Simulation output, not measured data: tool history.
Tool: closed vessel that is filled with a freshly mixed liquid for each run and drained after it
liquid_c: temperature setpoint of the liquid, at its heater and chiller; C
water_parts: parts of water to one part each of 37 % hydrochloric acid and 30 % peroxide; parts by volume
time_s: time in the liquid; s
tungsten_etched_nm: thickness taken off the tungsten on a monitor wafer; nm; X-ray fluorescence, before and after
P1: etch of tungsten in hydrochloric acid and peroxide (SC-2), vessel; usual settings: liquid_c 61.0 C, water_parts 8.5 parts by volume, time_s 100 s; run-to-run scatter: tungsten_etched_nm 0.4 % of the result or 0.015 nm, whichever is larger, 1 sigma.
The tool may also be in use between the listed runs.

run,day,liquid_c,water_parts,time_s,tungsten_etched_nm
1,0.275,61.0,8.5,100,32.5270
2,0.525,61.0,8.5,100,32.3720
3,0.683,52.5,4.0,100,33.2640
4,1.000,72.0,8.5,100,63.6480
5,1.304,44.5,8.5,100,11.0940
6,1.492,61.0,8.5,100,32.6530
7,1.779,61.0,8.5,30,9.7754
8,1.988,61.0,4.0,100,57.2290
9,2.271,61.0,8.5,100,32.7490
# day 2.400: chemicals flow meter replaced
10,2.542,61.0,8.5,100,32.8520
11,2.850,61.0,14.5,100,20.8260
12,3.112,61.0,8.5,190,62.3970
13,3.358,61.0,8.5,100,32.5090
14,3.612,61.0,8.5,100,31.5870
15,3.929,61.0,8.5,100,30.6920
# day 4.062: new drum of peroxide connected
16,4.133,61.0,8.5,100,30.3720
17,4.292,61.0,8.5,100,30.2670
18,4.546,61.0,8.5,100,30.1380
19,4.812,61.0,8.5,100,30.1200
20,5.133,61.0,8.5,100,30.0420

What P1 gives has crept away from where it was. These 2 causes fit the log equally well, each at the size given:
A: chemicals flow below the setpoint (%) = 9.63
B: liquid colder than its thermometer reads (K) = 1.33
The creep began at about day 3.358.
Why every other cause is out:
peroxide weaker than its label (%): serviced at day 4.062, which brought nothing back

4 check runs are offered, each on 2 wafers whose results are averaged, their results left as question marks. Which one tells the causes apart?
check 1,5.454,71.5,8.5,175,?
check 2,5.454,61.0,13.0,100,?
check 3,5.454,48.0,4.0,100,?
check 4,5.454,69.5,8.5,100,?

What each check would give under each cause:
check,result,if A,if B
check 1,tungsten_etched_nm,99.3190,99.7680
check 2,tungsten_etched_nm,20.9400,21.0460
check 3,tungsten_etched_nm,22.9710,22.4810
check 4,tungsten_etched_nm,50.4410,50.6220
How far apart the two closest causes lie, in the result that separates them most: check 1 0.45 %; check 2 0.5 %; check 3 2.16 %; check 4 0.36 %
Only check 3 tells the causes apart: in the others they would give nearly the same result.

Check 3 was then run and gave: tungsten_etched_nm 22.5860 nm. Which cause is it?

It is B: liquid colder than its thermometer reads (K).
